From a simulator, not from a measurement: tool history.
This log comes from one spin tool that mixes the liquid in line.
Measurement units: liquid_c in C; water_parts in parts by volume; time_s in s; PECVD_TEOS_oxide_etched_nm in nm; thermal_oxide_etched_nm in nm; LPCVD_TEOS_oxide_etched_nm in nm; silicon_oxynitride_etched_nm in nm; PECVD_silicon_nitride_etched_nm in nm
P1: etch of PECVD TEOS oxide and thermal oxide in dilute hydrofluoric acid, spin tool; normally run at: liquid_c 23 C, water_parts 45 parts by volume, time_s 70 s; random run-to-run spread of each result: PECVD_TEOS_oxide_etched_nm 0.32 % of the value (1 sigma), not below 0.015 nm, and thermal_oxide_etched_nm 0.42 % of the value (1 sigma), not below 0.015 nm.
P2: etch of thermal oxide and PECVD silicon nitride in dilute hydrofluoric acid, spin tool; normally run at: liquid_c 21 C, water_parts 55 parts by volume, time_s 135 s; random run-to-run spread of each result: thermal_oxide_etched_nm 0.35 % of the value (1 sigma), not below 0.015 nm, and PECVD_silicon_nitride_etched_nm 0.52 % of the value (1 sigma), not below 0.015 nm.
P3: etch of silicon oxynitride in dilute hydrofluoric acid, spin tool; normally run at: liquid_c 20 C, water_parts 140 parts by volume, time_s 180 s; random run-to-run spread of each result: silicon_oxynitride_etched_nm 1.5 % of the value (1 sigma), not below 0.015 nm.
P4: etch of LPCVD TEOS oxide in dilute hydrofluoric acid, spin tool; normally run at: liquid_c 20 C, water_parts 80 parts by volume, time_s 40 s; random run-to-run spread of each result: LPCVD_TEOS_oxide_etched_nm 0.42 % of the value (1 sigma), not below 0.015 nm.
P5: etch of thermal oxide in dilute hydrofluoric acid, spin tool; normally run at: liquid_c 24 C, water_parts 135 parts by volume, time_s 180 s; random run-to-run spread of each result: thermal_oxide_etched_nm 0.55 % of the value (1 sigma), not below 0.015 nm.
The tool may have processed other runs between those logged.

run   hour  process  liquid_c  water_parts  time_s  PECVD_TEOS_oxide_etched_nm  thermal_oxide_etched_nm  LPCVD_TEOS_oxide_etched_nm  silicon_oxynitride_etched_nm  PECVD_silicon_nitride_etched_nm
  1    5.6       P1        23           45      70                      24.772                   7.6289
  2   11.2       P4        20           80      65                                                                           26.145
  3   15.3       P1        23           45      70                      25.037                   7.6849
  4   22.1       P3        17          140     180                                                                                                         1.3999
  5   27.3       P5        24          195     180                                               4.1824
  6   33.5       P1        17           45      70                       19.18                    5.876
  7   38.1       P2        17           55     135                                                9.591                                                                                     4.8156
  8   44.5       P3        20          140      15                                                                                                        0.14923
  9   52.7       P4        20           30      40                                                                           45.518
 10   61.4       P3        20          140     180                                                                                                         1.6477
 11   68.4       P1        23           45      70                      24.835                   7.5717
 12   72.8       P4        20           80      40                                                                           16.079
 13   77.1       P2        21           55     135                                               11.437                                                                                     6.3798
 14   83.7       P4        17           80      40                                                                           14.287
 15   90.4       P5        24          135      65                                               2.3389
 16   95.2       P1        23           45     105                      37.522                   11.398
 17  104.3       P3        20          205     180                                                                                                         1.0625
 18  111.4       P5        17          135     180                                               4.8796
 19  119.8       P3        20          140     180                                                                                                         1.5974
 20  123.7       P1        23           45      70                      24.719                   7.5208
 21  128.3       P1        23           45      15                      5.3532                   1.6215
 22  132.4       P5        24          135     180                                               6.4417
 23  140.8       P1        31           45      70                      34.419                   10.426
 24  149.3       P1      30.5           45      15                       7.203                   2.1591
 25  155.8       P1        23           30      70                      37.941                   11.582
 26    160       P1        23           45      70                      24.765                   7.5905
 27  168.7       P1        23           60      70                      18.328                   5.6204
 28  173.8       P2        21           55     245                                               20.698                                                                                     11.508
 29  182.9       P2        21           20     135                                               32.843                                                                                     16.888
 30  190.3       P1        23           45      70                      24.885                   7.5976
 31  194.6       P1        23           45      70                      24.935                   7.5795
 32    203       P1        23           45      70                      25.914                   7.8546
 33  210.9       P1        23           45      70                       26.41                   8.0539
 34    215       P1        23           45      70                      26.456                   8.0949
 35  219.1       P1        23           45      70                      26.653                   8.1931
 36  224.3       P1        23           45      70                      26.853                    8.243

Run 37 comes next. What will it give?
 37   232       P1        23           45      70                           ?                        ?

{"run 37": {"PECVD_TEOS_oxide_etched_nm": 26.971, "thermal_oxide_etched_nm": 8.2361}}

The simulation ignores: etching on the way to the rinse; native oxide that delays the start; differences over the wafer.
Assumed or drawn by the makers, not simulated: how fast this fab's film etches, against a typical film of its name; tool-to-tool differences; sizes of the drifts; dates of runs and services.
